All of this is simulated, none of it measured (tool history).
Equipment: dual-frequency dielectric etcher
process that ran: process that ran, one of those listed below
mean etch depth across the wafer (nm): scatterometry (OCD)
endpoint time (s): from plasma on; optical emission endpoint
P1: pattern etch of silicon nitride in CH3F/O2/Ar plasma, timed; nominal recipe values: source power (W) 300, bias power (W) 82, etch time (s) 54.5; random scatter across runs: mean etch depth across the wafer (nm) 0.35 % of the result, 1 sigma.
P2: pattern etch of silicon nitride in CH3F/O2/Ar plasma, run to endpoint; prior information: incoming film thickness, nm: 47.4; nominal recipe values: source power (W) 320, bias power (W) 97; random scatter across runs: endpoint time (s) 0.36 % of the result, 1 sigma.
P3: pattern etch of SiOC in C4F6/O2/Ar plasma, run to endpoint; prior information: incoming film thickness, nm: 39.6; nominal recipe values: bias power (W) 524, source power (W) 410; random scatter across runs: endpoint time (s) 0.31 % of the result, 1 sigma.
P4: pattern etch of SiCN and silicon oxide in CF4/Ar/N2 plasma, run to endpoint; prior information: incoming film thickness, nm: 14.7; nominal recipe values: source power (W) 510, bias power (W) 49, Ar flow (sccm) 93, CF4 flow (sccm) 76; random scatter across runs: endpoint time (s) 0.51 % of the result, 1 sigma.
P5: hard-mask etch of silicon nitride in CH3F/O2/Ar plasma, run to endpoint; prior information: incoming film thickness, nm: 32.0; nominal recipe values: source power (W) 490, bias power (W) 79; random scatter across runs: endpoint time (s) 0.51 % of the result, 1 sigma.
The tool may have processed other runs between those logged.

| run | hour | process that ran | source power (W) | bias power (W) | etch time (s) | Ar flow (sccm) | CF4 flow (sccm) | mean etch depth across the wafer (nm) | endpoint time (s) |
|---|---|---|---|---|---|---|---|---|---|
| 1 | 5.4 | P1 | 300 | 82 | 54.5 |  |  | 35.755 |  |
| 2 | 13.9 | P1 | 360 | 82 | 54.5 |  |  | 38.150 |  |
| 3 | 20.0 | P3 | 410 | 524 |  |  |  |  | 12.460 |
| 4 | 28.7 | P4 | 510 | 49 |  | 93 | 101 |  | 16.139 |
| 5 | 33.9 | P2 | 320 | 58 |  |  |  |  | 78.313 |
| 6 | 44.2 | P4 | 510 | 49 |  | 93 | 76 |  | 17.031 |
| 7 | 52.7 | P2 | 320 | 97 |  |  |  |  | 65.619 |
| 8 | 57.8 | P2 | 450 | 97 |  |  |  |  | 57.593 |
| 9 | 65.9 | P4 | 510 | 49 |  | 93 | 76 |  | 16.896 |
| 10 | 72.7 | P1 | 300 | 53 | 54.5 |  |  | 30.622 |  |
| 11 | 79.9 | P1 | 300 | 82 | 54.5 |  |  | 35.598 |  |
| 12 | 85.0 | P4 | 510 | 60 |  | 93 | 76 |  | 16.087 |
| 13 | 95.5 | P1 | 410 | 108 | 54.5 |  |  | 44.458 |  |
| 14 | 101.2 | P3 | 550 | 524 |  |  |  |  | 11.199 |
| 15 | 109.4 | P4 | 700 | 49 |  | 93 | 76 |  | 12.794 |
| 16 | 118.1 | P5 | 490 | 53 |  |  |  |  | 46.578 |
| 17 | 123.6 | P1 | 300 | 82 | 54.5 |  |  | 35.479 |  |
| 18 | 131.2 | P3 | 410 | 311 |  |  |  |  | 15.127 |
| 19 | 138.9 | P1 | 180 | 82 | 54.5 |  |  | 29.544 |  |
| 20 | 144.6 | P5 | 490 | 79 |  |  |  |  | 40.581 |
| 21 | 152.7 | P5 | 490 | 79 |  |  |  |  | 40.252 |
| 22 | 161.1 | P1 | 300 | 82 | 68.5 |  |  | 44.899 |  |
| 23 | 171.4 | P4 | 510 | 49 |  | 69 | 76 |  | 16.229 |
| 24 | 181.5 | P1 | 300 | 82 | 54.5 |  |  | 35.983 |  |
| 25 | 191.1 | P1 | 300 | 82 | 31.5 |  |  | 20.728 |  |
| 26 | 200.7 | P5 | 300 | 79 |  |  |  |  | 48.633 |
| 27 | 210.5 | P1 | 300 | 82 | 54.5 |  |  | 35.738 |  |
| 28 | 219.4 | P1 | 300 | 103 | 54.5 |  |  | 38.906 |  |
| 29 | 230.3 | P3 | 410 | 524 |  |  |  |  | 12.428 |
| 30 | 241.4 | P1 | 300 | 82 | 54.5 |  |  | 35.538 |  |
| 31 | 249.3 | P1 | 300 | 82 | 54.5 |  |  | 35.441 |  |
| 32 | 258.9 | P1 | 300 | 82 | 54.5 |  |  | 35.049 |  |
| 33 | 267.0 | P1 | 300 | 82 | 54.5 |  |  | 35.158 |  |
| 34 | 274.0 | P1 | 300 | 82 | 54.5 |  |  | 35.106 |  |
| 35 | 280.3 | P1 | 300 | 82 | 54.5 |  |  | 34.869 |  |
|  | 285.7 | wet clean of the chamber |
| 36 | 289.7 | P1 | 300 | 82 | 54.5 |  |  | 35.246 |  |
| 37 | 300.0 | P1 | 300 | 82 | 54.5 |  |  | 34.756 |  |
| 38 | 305.1 | P1 | 300 | 82 | 54.5 |  |  | 35.265 |  |

Compared with where it was, what P1 gives has crept away. Each cause listed below fits the log as well as the rest, at the size given for it:
A: source power that arrives under what is set, % = 4.63
B: bias power that arrives under what is set, % = 4.83
The process output started creeping at around hour 241.4.
Ruled out, with reasons:
chamber walls in a state that lowers the etch rate, %: serviced at hour 285.7, after the drift had started, without restoring the earlier output

Each of the check runs listed below is run on 2 wafers and reports their average, with the results left as question marks. Pick the one under which the possible causes would lead to clearly different results.
| check 1 | 310.2 | P2 | 400 | 59 |  |  |  |  | ? |
| check 2 | 310.2 | P4 | 510 | 49 |  | 74 | 76 |  | ? |
| check 3 | 310.2 | P5 | 320 | 54 |  |  |  |  | ? |
| check 4 | 310.2 | P3 | 500 | 363 |  |  |  |  | ? |

What each check would give under each cause:
| check | result | if A | if B |
|---|---|---|---|
| check 1 | endpoint time (s) | 73.191 | 73.035 |
| check 2 | endpoint time (s) | 17.055 | 16.575 |
| check 3 | endpoint time (s) | 55.337 | 55.216 |
| check 4 | endpoint time (s) | 13.495 | 13.488 |
Distance between the nearest two causes, measured in the result of the check that separates them most: check 1 0.21 %; check 2 2.86 %; check 3 0.22 %; check 4 0.05 %
Of the check runs offered, only check 2 discriminates between the causes; the rest would read about the same regardless of which cause applies.

Check 2 was then run and gave: endpoint time (s) 16.672. Which cause is it?

Of the candidate causes, it is B: bias power that arrives under what is set, %.

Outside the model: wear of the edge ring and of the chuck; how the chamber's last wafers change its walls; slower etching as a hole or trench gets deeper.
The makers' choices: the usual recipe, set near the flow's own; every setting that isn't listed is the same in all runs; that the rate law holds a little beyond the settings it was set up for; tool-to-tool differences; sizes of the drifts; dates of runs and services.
